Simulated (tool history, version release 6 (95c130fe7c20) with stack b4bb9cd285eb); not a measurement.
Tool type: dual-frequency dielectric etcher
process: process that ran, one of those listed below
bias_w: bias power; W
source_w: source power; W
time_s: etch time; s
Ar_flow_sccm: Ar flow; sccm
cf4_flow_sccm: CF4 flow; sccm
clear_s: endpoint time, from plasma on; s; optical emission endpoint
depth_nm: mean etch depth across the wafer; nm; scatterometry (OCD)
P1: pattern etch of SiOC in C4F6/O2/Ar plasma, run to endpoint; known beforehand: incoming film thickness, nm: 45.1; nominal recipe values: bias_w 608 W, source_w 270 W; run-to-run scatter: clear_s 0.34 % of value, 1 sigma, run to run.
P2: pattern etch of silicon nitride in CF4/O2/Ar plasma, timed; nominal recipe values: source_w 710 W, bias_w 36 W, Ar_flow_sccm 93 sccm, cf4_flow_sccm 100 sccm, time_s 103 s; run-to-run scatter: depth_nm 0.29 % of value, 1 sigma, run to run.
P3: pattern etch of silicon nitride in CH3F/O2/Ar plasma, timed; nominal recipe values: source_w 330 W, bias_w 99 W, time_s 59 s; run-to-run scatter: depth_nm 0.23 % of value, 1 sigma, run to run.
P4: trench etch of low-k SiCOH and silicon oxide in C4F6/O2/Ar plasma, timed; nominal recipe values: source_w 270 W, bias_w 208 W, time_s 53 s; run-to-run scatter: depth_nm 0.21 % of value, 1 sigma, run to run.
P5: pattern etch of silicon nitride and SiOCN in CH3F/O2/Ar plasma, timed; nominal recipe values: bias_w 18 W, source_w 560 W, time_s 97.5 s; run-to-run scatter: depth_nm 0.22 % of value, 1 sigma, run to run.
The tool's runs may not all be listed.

run,day,process,bias_w,source_w,time_s,Ar_flow_sccm,cf4_flow_sccm,hours since the last wet clean,hours since the last bias power generator calibration,hours since the last source power generator calibration,clear_s,depth_nm
1,0.617,P1,608,270,,,,173,3145.3,1455.1,15.984,
2,1.217,P3,99,430,59,,,187.4,3159.7,1469.5,,46.381
3,1.833,P1,608,270,,,,202.2,3174.5,1484.3,16.026,
4,2.404,P1,608,220,,,,215.9,3188.2,1498,17.108,
5,2.829,P3,140,330,59,,,226.1,3198.4,1508.2,,48.005
6,3.412,P2,36,710,142.5,93,100,240.1,3212.4,1522.2,,331.9
7,3.883,P1,481,170,,,,251.4,3223.7,1533.5,20.844,
8,4.238,P4,208,270,53,,,259.9,3232.2,1542,,158.22
9,4.738,P4,208,270,31.5,,,271.9,3244.2,1554,,94.125
10,5.354,P1,442,200,,,,286.7,3259,1568.8,20.046,
11,5.946,P2,36,710,103,93,100,300.9,3273.2,1583,,240.24
12,6.504,P2,36,490,103,93,100,314.3,3286.6,1596.4,,173.01
13,6.812,P1,391,270,,,,321.7,3294,1603.8,18.801,
14,7.317,P1,608,270,,,,333.8,3306.1,1615.9,15.954,
15,7.992,P3,99,330,59,,,350,3322.3,1632.1,,41.905
# day 8.088: wet clean of the chamber
16,8.442,P1,384,370,,,,8.5,3333.1,1642.9,16.866,
17,8.929,P4,208,270,53,,,20.2,3344.8,1654.6,,158.3
18,9.454,P1,608,270,,,,32.8,3357.4,1667.2,15.962,
19,9.767,P2,26,710,103,93,100,40.3,3364.9,1674.7,,216.32
20,10.058,P5,18,560,97.5,,,47.3,3371.9,1681.7,,13.238
21,10.596,P5,18,560,97.5,,,60.2,3384.8,1694.6,,13.253
22,10.908,P1,776,270,,,,67.7,3392.3,1702.1,14.414,
23,11.521,P4,268,270,53,,,82.4,3407,1716.8,,172.34
24,11.821,P3,99,330,33.5,,,89.6,3414.2,1724,,23.911
25,12.392,P5,18,780,97.5,,,103.3,3427.9,1737.7,,14.947

Expected results for the next run?
26,12.712,P5,14,560,97.5,,,111,3435.6,1745.4,,?

{"run 26": {"depth_nm": 11.967}}

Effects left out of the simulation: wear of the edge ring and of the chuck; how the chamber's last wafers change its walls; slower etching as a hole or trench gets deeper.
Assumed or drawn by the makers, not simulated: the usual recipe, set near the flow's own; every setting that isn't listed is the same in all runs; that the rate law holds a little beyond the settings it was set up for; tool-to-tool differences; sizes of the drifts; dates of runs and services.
